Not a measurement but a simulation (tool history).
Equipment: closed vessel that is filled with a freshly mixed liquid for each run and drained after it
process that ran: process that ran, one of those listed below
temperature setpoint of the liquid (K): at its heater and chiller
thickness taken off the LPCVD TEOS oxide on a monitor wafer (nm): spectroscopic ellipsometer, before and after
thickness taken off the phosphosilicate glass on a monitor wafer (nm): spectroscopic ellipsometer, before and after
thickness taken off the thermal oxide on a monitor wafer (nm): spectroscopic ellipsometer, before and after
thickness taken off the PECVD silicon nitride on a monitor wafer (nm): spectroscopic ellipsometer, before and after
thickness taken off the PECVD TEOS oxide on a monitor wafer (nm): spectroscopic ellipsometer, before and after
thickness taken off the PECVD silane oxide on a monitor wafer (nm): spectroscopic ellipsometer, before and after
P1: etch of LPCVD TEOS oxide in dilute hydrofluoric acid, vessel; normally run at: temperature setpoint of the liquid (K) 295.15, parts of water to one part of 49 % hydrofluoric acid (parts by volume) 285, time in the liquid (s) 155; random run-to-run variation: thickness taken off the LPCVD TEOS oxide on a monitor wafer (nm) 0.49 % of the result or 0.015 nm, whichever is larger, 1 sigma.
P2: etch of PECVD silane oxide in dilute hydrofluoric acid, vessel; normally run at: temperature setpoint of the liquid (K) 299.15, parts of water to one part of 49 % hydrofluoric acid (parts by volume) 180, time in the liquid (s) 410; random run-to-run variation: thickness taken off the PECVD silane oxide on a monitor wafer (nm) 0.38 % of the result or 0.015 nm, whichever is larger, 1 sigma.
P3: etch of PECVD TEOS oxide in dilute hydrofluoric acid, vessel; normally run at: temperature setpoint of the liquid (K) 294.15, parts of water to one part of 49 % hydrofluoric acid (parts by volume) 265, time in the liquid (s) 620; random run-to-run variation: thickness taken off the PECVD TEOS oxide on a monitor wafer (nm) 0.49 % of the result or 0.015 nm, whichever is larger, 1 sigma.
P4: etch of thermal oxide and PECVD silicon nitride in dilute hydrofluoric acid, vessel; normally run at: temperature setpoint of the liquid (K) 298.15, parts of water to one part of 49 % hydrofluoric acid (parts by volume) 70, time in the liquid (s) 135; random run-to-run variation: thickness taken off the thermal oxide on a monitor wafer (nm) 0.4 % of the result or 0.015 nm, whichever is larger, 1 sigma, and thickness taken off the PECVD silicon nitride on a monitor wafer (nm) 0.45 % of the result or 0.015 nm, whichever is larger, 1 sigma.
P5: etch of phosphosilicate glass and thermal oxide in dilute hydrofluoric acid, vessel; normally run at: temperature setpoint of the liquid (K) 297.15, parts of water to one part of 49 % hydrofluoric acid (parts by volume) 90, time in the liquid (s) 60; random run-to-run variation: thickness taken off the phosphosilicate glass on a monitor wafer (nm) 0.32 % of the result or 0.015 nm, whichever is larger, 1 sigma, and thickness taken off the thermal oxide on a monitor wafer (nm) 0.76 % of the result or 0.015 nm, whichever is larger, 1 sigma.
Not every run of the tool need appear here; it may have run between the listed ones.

| run | day | process that ran | temperature setpoint of the liquid (K) | parts of water to one part of 49 % hydrofluoric acid (parts by volume) | time in the liquid (s) | thickness taken off the LPCVD TEOS oxide on a monitor wafer (nm) | thickness taken off the phosphosilicate glass on a monitor wafer (nm) | thickness taken off the thermal oxide on a monitor wafer (nm) | thickness taken off the PECVD silicon nitride on a monitor wafer (nm) | thickness taken off the PECVD TEOS oxide on a monitor wafer (nm) | thickness taken off the PECVD silane oxide on a monitor wafer (nm) |
|---|---|---|---|---|---|---|---|---|---|---|---|
| 1 | 0.267 | P1 | 295.15 | 285 | 155 | 19.494 |  |  |  |  |  |
| 2 | 0.621 | P5 | 297.15 | 90 | 60 |  | 77.97 | 3.1786 |  |  |  |
| 3 | 0.804 | P1 | 290.65 | 285 | 155 | 16.708 |  |  |  |  |  |
| 4 | 0.979 | P1 | 295.15 | 455 | 155 | 10.565 |  |  |  |  |  |
| 5 | 1.175 | P5 | 297.15 | 135 | 60 |  | 49.116 | 1.9963 |  |  |  |
| 6 | 1.517 | P4 | 298.15 | 70 | 30 |  |  | 2.2318 | 1.6336 |  |  |
| 7 | 1.846 | P5 | 305.15 | 90 | 60 |  | 106.32 | 4.3192 |  |  |  |
| 8 | 2.067 | P1 | 295.15 | 285 | 155 | 19.851 |  |  |  |  |  |
| 9 | 2.283 | P3 | 294.15 | 395 | 620 |  |  |  |  | 13.699 |  |
| 10 | 2.483 | P3 | 294.15 | 265 | 620 |  |  |  |  | 22.922 |  |
| 11 | 2.683 | P4 | 298.15 | 20 | 135 |  |  | 37.116 | 24.712 |  |  |
| 12 | 2.875 | P4 | 298.15 | 70 | 135 |  |  | 9.8693 | 7.3281 |  |  |
| 13 | 3.142 | P2 | 299.15 | 180 | 410 |  |  |  |  |  | 42.882 |
| 14 | 3.346 | P1 | 295.15 | 175 | 155 | 35.756 |  |  |  |  |  |
| 15 | 3.533 | P5 | 297.15 | 90 | 100 |  | 129.62 | 5.3516 |  |  |  |
| 16 | 3.896 | P4 | 304.65 | 70 | 135 |  |  | 12.738 | 11.174 |  |  |
| 17 | 4.142 | P3 | 294.15 | 265 | 620 |  |  |  |  | 22.775 |  |
| 18 | 4.325 | P1 | 295.15 | 285 | 155 | 19.809 |  |  |  |  |  |
| 19 | 4.521 | P2 | 299.15 | 320 | 410 |  |  |  |  |  | 20.863 |
| 20 | 4.821 | P1 | 295.15 | 285 | 155 | 19.809 |  |  |  |  |  |
| 21 | 4.996 | P1 | 295.15 | 285 | 155 | 19.57 |  |  |  |  |  |
| 22 | 5.242 | P3 | 294.15 | 265 | 285 |  |  |  |  | 10.4 |  |
| 23 | 5.596 | P3 | 301.15 | 265 | 620 |  |  |  |  | 29.171 |  |
| 24 | 5.854 | P1 | 295.15 | 285 | 255 | 32.13 |  |  |  |  |  |
| 25 | 6.121 | P2 | 305.65 | 180 | 410 |  |  |  |  |  | 54.052 |
| 26 | 6.388 | P1 | 302.15 | 285 | 155 | 25.335 |  |  |  |  |  |
| 27 | 6.588 | P1 | 300.65 | 285 | 295 | 45.181 |  |  |  |  |  |
| 28 | 6.838 | P2 | 299.15 | 180 | 30 |  |  |  |  |  | 3.1614 |
| 29 | 7.179 | P1 | 295.15 | 285 | 30 | 3.7907 |  |  |  |  |  |
| 30 | 7.354 | P1 | 295.15 | 285 | 155 | 19.874 |  |  |  |  |  |
| 31 | 7.675 | P1 | 295.15 | 285 | 155 | 20.157 |  |  |  |  |  |
| 32 | 8.008 | P1 | 295.15 | 285 | 155 | 20.473 |  |  |  |  |  |
| 33 | 8.325 | P1 | 295.15 | 285 | 155 | 20.755 |  |  |  |  |  |
| 34 | 8.596 | P1 | 295.15 | 285 | 155 | 20.698 |  |  |  |  |  |

Estimate the outcome of run 35 from the log above:
| 35 | 8.796 | P1 | 295.15 | 285 | 155 | ? |  |  |  |  |  |

thickness taken off the LPCVD TEOS oxide on a monitor wafer (nm): 20.782

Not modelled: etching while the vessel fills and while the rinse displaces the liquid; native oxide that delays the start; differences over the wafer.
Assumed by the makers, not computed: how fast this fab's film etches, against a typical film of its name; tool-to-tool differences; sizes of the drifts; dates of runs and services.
